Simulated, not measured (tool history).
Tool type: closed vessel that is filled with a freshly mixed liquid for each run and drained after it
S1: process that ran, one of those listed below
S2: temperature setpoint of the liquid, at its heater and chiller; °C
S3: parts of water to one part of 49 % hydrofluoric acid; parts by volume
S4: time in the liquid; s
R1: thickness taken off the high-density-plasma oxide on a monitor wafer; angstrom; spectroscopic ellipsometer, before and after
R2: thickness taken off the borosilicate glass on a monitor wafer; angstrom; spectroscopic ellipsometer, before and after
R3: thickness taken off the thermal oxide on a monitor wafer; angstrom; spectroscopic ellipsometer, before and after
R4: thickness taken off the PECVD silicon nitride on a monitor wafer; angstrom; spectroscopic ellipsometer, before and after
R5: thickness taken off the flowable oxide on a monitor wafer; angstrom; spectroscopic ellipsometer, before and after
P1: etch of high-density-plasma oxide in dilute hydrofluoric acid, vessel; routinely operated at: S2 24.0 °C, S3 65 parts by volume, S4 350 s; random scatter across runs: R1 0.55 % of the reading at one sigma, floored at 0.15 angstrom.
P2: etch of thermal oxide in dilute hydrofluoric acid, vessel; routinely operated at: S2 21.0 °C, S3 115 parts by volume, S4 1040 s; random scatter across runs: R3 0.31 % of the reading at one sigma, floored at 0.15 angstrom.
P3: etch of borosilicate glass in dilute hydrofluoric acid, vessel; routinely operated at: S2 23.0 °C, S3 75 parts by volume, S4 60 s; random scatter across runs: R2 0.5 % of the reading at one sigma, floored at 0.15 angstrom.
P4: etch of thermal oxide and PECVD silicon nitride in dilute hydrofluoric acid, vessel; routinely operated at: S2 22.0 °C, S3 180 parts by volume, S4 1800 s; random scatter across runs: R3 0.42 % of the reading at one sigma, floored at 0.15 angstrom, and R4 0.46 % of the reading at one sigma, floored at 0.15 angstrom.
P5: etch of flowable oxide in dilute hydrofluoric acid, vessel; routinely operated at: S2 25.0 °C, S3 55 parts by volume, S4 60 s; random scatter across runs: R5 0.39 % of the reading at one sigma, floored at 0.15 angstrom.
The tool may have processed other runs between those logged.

run,hour,S1,S2,S3,S4,R1,R2,R3,R4,R5
1,4.1,P1,24.0,65,350,305.00,,,,
2,7.6,P3,23.0,75,60,,151.43,,,
3,11.7,P3,18.0,75,60,,122.80,,,
4,18.8,P1,24.0,110,350,170.93,,,,
5,25.7,P1,31.5,45,350,614.65,,,,
6,32.6,P1,24.0,65,350,307.18,,,,
7,37.7,P3,23.0,35,60,,338.63,,,
8,43.7,P4,30.5,180,1800,,,527.0900,805.7800,
9,47.7,P2,21.0,115,1040,,,376.3000,,
10,52.7,P5,25.0,55,95,,,,,762.76
11,58.4,P1,24.0,65,350,302.41,,,,
12,65.3,P4,22.0,295,1800,,,209.9100,290.2800,
13,69.6,P1,24.0,30,350,688.59,,,,
14,75.2,P5,18.5,55,60,,,,,367.83
15,82.2,P4,22.0,180,30,,,6.4038,8.0657,
16,87.7,P5,25.0,20,60,,,,,1388.40
17,92.4,P1,31.0,65,350,401.07,,,,
18,96.0,P1,24.0,65,350,303.72,,,,
19,102.4,P1,24.0,65,550,482.42,,,,
20,108.6,P4,22.0,180,1800,,,385.3800,478.2700,
21,112.5,P4,22.0,180,1800,,,388.7600,472.7700,
22,119.1,P2,21.0,115,1890,,,683.8800,,
23,124.6,P2,17.0,115,1040,,,318.2100,,
24,130.9,P1,24.0,65,350,303.38,,,,
25,137.2,P1,24.0,65,155,135.63,,,,
26,142.7,P1,19.5,65,350,254.90,,,,
27,145.9,P5,25.0,55,60,,,,,481.19
28,149.3,P3,23.0,75,60,,149.94,,,
29,152.5,P2,21.0,175,1040,,,232.5900,,
30,157.9,P1,24.0,65,350,304.91,,,,
31,161.6,P3,23.0,75,110,,275.89,,,
32,167.6,P1,24.0,65,350,305.15,,,,
33,173.8,P1,24.0,65,350,296.19,,,,
34,177.8,P1,24.0,65,350,295.38,,,,
35,184.6,P1,24.0,65,350,287.75,,,,
36,189.6,P1,24.0,65,350,288.34,,,,
37,196.3,P1,24.0,65,350,285.28,,,,
38,202.7,P1,24.0,65,350,282.64,,,,
39,208.8,P1,24.0,65,350,284.29,,,,
40,214.5,P1,24.0,65,350,280.28,,,,
41,221.5,P1,24.0,65,350,278.72,,,,
42,225.5,P1,24.0,65,350,283.25,,,,

Compared with where it was, what P1 gives has crept away. Each cause listed below fits the log as well as the rest, at the size given for it:
A: hydrofluoric acid flow below the setpoint (%) = 7.07
B: liquid colder than its thermometer reads (K) = 1.95
Onset of the creep was near hour 167.6.

4 check runs are offered, one wafer each, their results left as question marks. Which one tells the causes apart?
check 1,229.5,P5,25.0,20,90,,,,,?
check 2,229.5,P4,30.0,180,1800,,,?,?,
check 3,229.5,P3,20.0,75,105,,?,,,
check 4,229.5,P2,17.0,115,1040,,,?,,

Outcome of each check run for each possible cause:
check,result,if A,if B
check 1,R5,1937.40,1924.00
check 2,R3,474.3400,484.5000
check 2,R4,725.8500,694.5800
check 3,R2,214.50,214.04
check 4,R3,294.7400,294.7100
Smallest distance between any two causes, each pair judged by its most separating result, in per cent: check 1 0.69 %; check 2 4.4 %; check 3 0.21 %; check 4 0.01 %
Check 2 tells the causes apart: in the others they would give nearly the same result.

Running check 2 produced the following: R3 483.2700 angstrom; R4 691.7400 angstrom. Which one of the listed causes fits?

Of the candidate causes, it is B: liquid colder than its thermometer reads (K).
